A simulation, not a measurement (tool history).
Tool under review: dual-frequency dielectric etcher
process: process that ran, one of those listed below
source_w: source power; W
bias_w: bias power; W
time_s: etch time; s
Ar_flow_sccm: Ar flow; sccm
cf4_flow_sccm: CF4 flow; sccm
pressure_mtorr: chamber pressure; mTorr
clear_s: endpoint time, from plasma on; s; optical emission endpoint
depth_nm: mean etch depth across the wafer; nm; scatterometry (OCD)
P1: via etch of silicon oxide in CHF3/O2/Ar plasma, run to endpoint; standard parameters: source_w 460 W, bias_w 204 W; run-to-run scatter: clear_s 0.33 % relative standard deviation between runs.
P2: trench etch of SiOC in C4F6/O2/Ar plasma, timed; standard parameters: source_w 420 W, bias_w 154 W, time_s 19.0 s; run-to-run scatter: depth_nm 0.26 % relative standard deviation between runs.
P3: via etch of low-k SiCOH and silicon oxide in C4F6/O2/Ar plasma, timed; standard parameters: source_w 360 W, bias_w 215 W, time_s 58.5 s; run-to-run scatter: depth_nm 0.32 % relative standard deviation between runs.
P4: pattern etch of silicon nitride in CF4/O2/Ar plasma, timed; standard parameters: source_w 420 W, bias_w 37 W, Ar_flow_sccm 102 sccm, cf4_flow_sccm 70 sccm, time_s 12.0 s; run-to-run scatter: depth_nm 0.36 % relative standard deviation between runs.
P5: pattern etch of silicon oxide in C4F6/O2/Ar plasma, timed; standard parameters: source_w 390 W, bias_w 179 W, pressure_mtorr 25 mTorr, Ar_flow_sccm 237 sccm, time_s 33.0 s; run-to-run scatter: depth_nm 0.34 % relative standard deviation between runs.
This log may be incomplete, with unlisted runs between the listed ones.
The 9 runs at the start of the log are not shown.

run,day,process,source_w,bias_w,time_s,Ar_flow_sccm,cf4_flow_sccm,pressure_mtorr,hours since the last wet clean,hours since the last source power generator calibration,hours since the last bias power generator calibration,clear_s,depth_nm
10,2.488,P5,390,179,44.0,237,,25,359.7,2360.1,947.1,,143.350
11,2.692,P5,310,179,33.0,237,,25,364.6,2365.0,952.0,,98.003
12,2.883,P1,600,204,,,,,369.2,2369.6,956.6,385.43,
13,3.092,P1,360,204,,,,,374.2,2374.6,961.6,466.64,
14,3.308,P1,460,156,,,,,379.4,2379.8,966.8,467.56,
15,3.592,P5,390,179,33.0,237,,35,386.2,2386.6,973.6,,103.290
16,3.750,P3,360,215,58.5,,,,390.0,2390.4,977.4,,161.130
17,4.058,P5,390,179,33.0,237,,25,397.4,2397.8,984.8,,106.740
18,4.317,P4,420,37,12.0,102,70,,403.6,2404.0,991.0,,16.638
19,4.529,P1,460,204,,,,,408.7,2409.1,996.1,424.64,
# day 4.792: source power generator calibrated
20,4.858,P2,420,154,19.0,,,,416.6,1.6,1004.0,,37.755
21,5.125,P1,460,274,,,,,423.0,8.0,1010.4,383.59,
22,5.462,P1,460,204,,,,,431.1,16.1,1018.5,426.35,
23,5.696,P1,380,272,,,,,436.7,21.7,1024.1,412.34,
24,5.912,P1,540,270,,,,,441.9,26.9,1029.3,360.38,
25,6.179,P4,420,37,12.0,131,70,,448.3,33.3,1035.7,,16.057
26,6.454,P4,270,37,12.0,102,70,,454.9,39.9,1042.3,,11.323
27,6.750,P1,460,204,,,,,462.0,47.0,1049.4,423.68,
28,6.921,P2,420,215,19.0,,,,466.1,51.1,1053.5,,41.807
29,7.083,P2,420,154,27.5,,,,470.0,55.0,1057.4,,54.668
30,7.354,P4,420,46,12.0,102,70,,476.5,61.5,1063.9,,18.077
31,7.579,P3,360,280,58.5,,,,481.9,66.9,1069.3,,176.840
32,7.762,P5,390,179,33.0,157,,25,486.3,71.3,1073.7,,112.710

Run 33 comes next. What will it give?
33,8.058,P3,480,215,58.5,,,,493.4,78.4,1080.8,,?

depth_nm: 180.350 nm
